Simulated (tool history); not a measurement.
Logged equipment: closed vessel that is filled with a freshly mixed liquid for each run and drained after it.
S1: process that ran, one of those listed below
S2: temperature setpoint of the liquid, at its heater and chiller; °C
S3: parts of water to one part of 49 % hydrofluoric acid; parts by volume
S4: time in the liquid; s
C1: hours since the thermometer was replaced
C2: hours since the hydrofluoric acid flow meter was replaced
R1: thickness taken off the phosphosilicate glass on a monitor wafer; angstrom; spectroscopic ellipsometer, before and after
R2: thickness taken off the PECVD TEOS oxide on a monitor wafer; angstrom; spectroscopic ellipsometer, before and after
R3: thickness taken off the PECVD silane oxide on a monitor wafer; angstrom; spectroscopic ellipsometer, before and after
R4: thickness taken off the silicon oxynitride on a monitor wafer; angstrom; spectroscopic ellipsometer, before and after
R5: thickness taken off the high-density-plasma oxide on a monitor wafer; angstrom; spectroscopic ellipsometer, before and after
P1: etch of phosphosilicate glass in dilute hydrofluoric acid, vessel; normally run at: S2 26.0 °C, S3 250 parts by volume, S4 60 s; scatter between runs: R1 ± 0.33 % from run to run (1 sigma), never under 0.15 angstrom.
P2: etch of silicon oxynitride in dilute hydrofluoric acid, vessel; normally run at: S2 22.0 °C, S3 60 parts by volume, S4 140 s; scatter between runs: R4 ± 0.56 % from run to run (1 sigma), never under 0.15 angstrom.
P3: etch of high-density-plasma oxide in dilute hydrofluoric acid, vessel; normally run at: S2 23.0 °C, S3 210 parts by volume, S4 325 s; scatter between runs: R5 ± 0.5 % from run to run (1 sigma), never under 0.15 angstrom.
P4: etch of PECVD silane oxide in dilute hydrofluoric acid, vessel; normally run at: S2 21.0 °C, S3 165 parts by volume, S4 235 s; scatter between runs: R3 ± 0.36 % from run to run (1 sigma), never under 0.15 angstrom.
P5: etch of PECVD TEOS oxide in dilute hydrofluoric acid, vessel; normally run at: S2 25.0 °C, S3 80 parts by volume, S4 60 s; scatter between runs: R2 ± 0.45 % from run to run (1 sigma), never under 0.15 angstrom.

| run | hour | S1 | S2 | S3 | S4 | C1 | C2 | R1 | R2 | R3 | R4 | R5 |
|---|---|---|---|---|---|---|---|---|---|---|---|---|
| 1 | 11.0 | P1 | 26.0 | 250 | 60 | 432.9 | 496.2 | 128.090 |  |  |  |  |
| 2 | 20.2 | P1 | 31.5 | 250 | 60 | 442.1 | 505.4 | 154.070 |  |  |  |  |
| 3 | 30.2 | P5 | 25.0 | 80 | 60 | 452.1 | 515.4 |  | 167.93 |  |  |  |
| 4 | 40.2 | P4 | 21.0 | 165 | 30 | 462.1 | 525.4 |  |  | 40.082 |  |  |
| 5 | 47.7 | P5 | 32.0 | 80 | 60 | 469.6 | 532.9 |  | 219.99 |  |  |  |
| 6 | 55.8 | P4 | 21.0 | 165 | 235 | 477.7 | 541.0 |  |  | 314.760 |  |  |
| 7 | 66.4 | P2 | 22.0 | 30 | 140 | 488.3 | 551.6 |  |  |  | 218.78 |  |
| 8 | 76.8 | P3 | 23.0 | 210 | 30 | 498.7 | 562.0 |  |  |  |  | 8.1889 |
| 9 | 84.0 | P1 | 26.0 | 60 | 60 | 505.9 | 569.2 | 669.540 |  |  |  |  |
| 10 | 95.8 | P3 | 23.0 | 210 | 325 | 517.7 | 581.0 |  |  |  |  | 88.1720 |
| 11 | 108.7 | P5 | 25.0 | 80 | 115 | 530.6 | 593.9 |  | 320.03 |  |  |  |
| 12 | 115.0 | P1 | 26.0 | 250 | 30 | 536.9 | 600.2 | 64.681 |  |  |  |  |
| 13 | 125.3 | P1 | 26.0 | 355 | 60 | 547.2 | 610.5 | 81.145 |  |  |  |  |
| 14 | 134.9 | P1 | 21.5 | 250 | 30 | 556.8 | 620.1 | 54.599 |  |  |  |  |
| 15 | 145.2 | P1 | 32.0 | 250 | 115 | 567.1 | 630.4 | 303.850 |  |  |  |  |
| 16 | 154.7 | P1 | 26.0 | 250 | 60 | 576.6 | 639.9 | 127.330 |  |  |  |  |
| 17 | 164.6 | P4 | 21.0 | 285 | 235 | 586.5 | 649.8 |  |  | 161.310 |  |  |
| 18 | 172.9 | P2 | 22.0 | 60 | 140 | 594.8 | 658.1 |  |  |  | 107.85 |  |
| 19 | 184.6 | P1 | 26.0 | 250 | 60 | 606.5 | 669.8 | 129.020 |  |  |  |  |
| 20 | 192.4 | P4 | 27.5 | 165 | 235 | 614.3 | 677.6 |  |  | 399.550 |  |  |
| 21 | 204.4 | P1 | 26.0 | 250 | 60 | 626.3 | 689.6 | 128.040 |  |  |  |  |
| 22 | 217.6 | P2 | 30.0 | 60 | 140 | 639.5 | 702.8 |  |  |  | 158.28 |  |
| 23 | 229.8 | P5 | 25.0 | 80 | 60 | 651.7 | 715.0 |  | 169.30 |  |  |  |
| 24 | 238.8 | P1 | 21.0 | 250 | 60 | 660.7 | 724.0 | 106.920 |  |  |  |  |
| 25 | 248.2 | P1 | 26.0 | 250 | 60 | 670.1 | 733.4 | 127.630 |  |  |  |  |
| 26 | 255.8 | P3 | 23.0 | 60 | 325 | 677.7 | 741.0 |  |  |  |  | 370.4000 |
| 27 | 261.6 | P1 | 26.0 | 250 | 105 | 683.5 | 746.8 | 224.880 |  |  |  |  |
| 28 | 274.2 | P2 | 22.0 | 60 | 140 | 696.1 | 759.4 |  |  |  | 107.24 |  |
| 29 | 283.0 | P1 | 26.0 | 250 | 60 | 704.9 | 768.2 | 128.090 |  |  |  |  |
| 30 | 289.2 | P3 | 27.5 | 210 | 325 | 711.1 | 774.4 |  |  |  |  | 104.5800 |
| 31 | 301.3 | P2 | 22.0 | 60 | 260 | 723.2 | 786.5 |  |  |  | 199.74 |  |
| 32 | 313.0 | P5 | 25.0 | 120 | 60 | 734.9 | 798.2 |  | 105.95 |  |  |  |
| 33 | 321.4 | P1 | 26.0 | 250 | 60 | 743.3 | 806.6 | 128.120 |  |  |  |  |
| 34 | 329.3 | P1 | 26.0 | 250 | 60 | 751.2 | 814.5 | 125.360 |  |  |  |  |
| 35 | 336.6 | P1 | 26.0 | 250 | 60 | 758.5 | 821.8 | 123.900 |  |  |  |  |
| 36 | 348.2 | P1 | 26.0 | 250 | 60 | 770.1 | 833.4 | 121.850 |  |  |  |  |
| 37 | 358.2 | P1 | 26.0 | 250 | 60 | 780.1 | 843.4 | 120.820 |  |  |  |  |
| 38 | 371.3 | P1 | 26.0 | 250 | 60 | 793.2 | 856.5 | 120.860 |  |  |  |  |
| 39 | 382.8 | P1 | 26.0 | 250 | 60 | 804.7 | 868.0 | 119.200 |  |  |  |  |
| 40 | 395.4 | P1 | 26.0 | 250 | 60 | 817.3 | 880.6 | 118.930 |  |  |  |  |
| 41 | 407.8 | P1 | 26.0 | 250 | 60 | 829.7 | 893.0 | 118.870 |  |  |  |  |
| 42 | 413.5 | P1 | 26.0 | 250 | 60 | 835.4 | 898.7 | 119.130 |  |  |  |  |

What P1 gives has crept off from where it sat before. The 2 causes that follow fit the log equally well, each at the size noted:
A: liquid colder than its thermometer reads (K) = 2.2
B: hydrofluoric acid flow below the setpoint (%) = 5.93
The process output started creeping at around hour 321.4.

Consider the 4 single-wafer check runs listed below, results given as question marks: which one distinguishes between the causes by giving clearly different results for each?
| check 1 | 419.2 | P2 | 25.0 | 60 | 210 |  |  |  |  |  | ? |  |
| check 2 | 419.2 | P3 | 27.0 | 210 | 325 |  |  |  |  |  |  | ? |
| check 3 | 419.2 | P4 | 21.0 | 255 | 150 |  |  |  |  | ? |  |  |
| check 4 | 419.2 | P5 | 31.5 | 105 | 60 |  |  |  | ? |  |  |  |

Outcome of each check run for each possible cause:
| check | result | if A | if B |
|---|---|---|---|
| check 1 | R4 | 168.21 | 175.48 |
| check 2 | R5 | 94.9520 | 95.2370 |
| check 3 | R3 | 109.310 | 109.980 |
| check 4 | R2 | 146.11 | 147.74 |
Per check, the gap between the least separated pair of causes, taken in the result that splits them most: check 1 4.23 %; check 2 0.3 %; check 3 0.62 %; check 4 1.11 %
The other checks would show nearly matching results whichever cause is true, so check 1 is the only one that separates the causes.

Here is what check 1 returned: R4 169.04 angstrom. Which cause is it?

The cause is A: liquid colder than its thermometer reads (K).
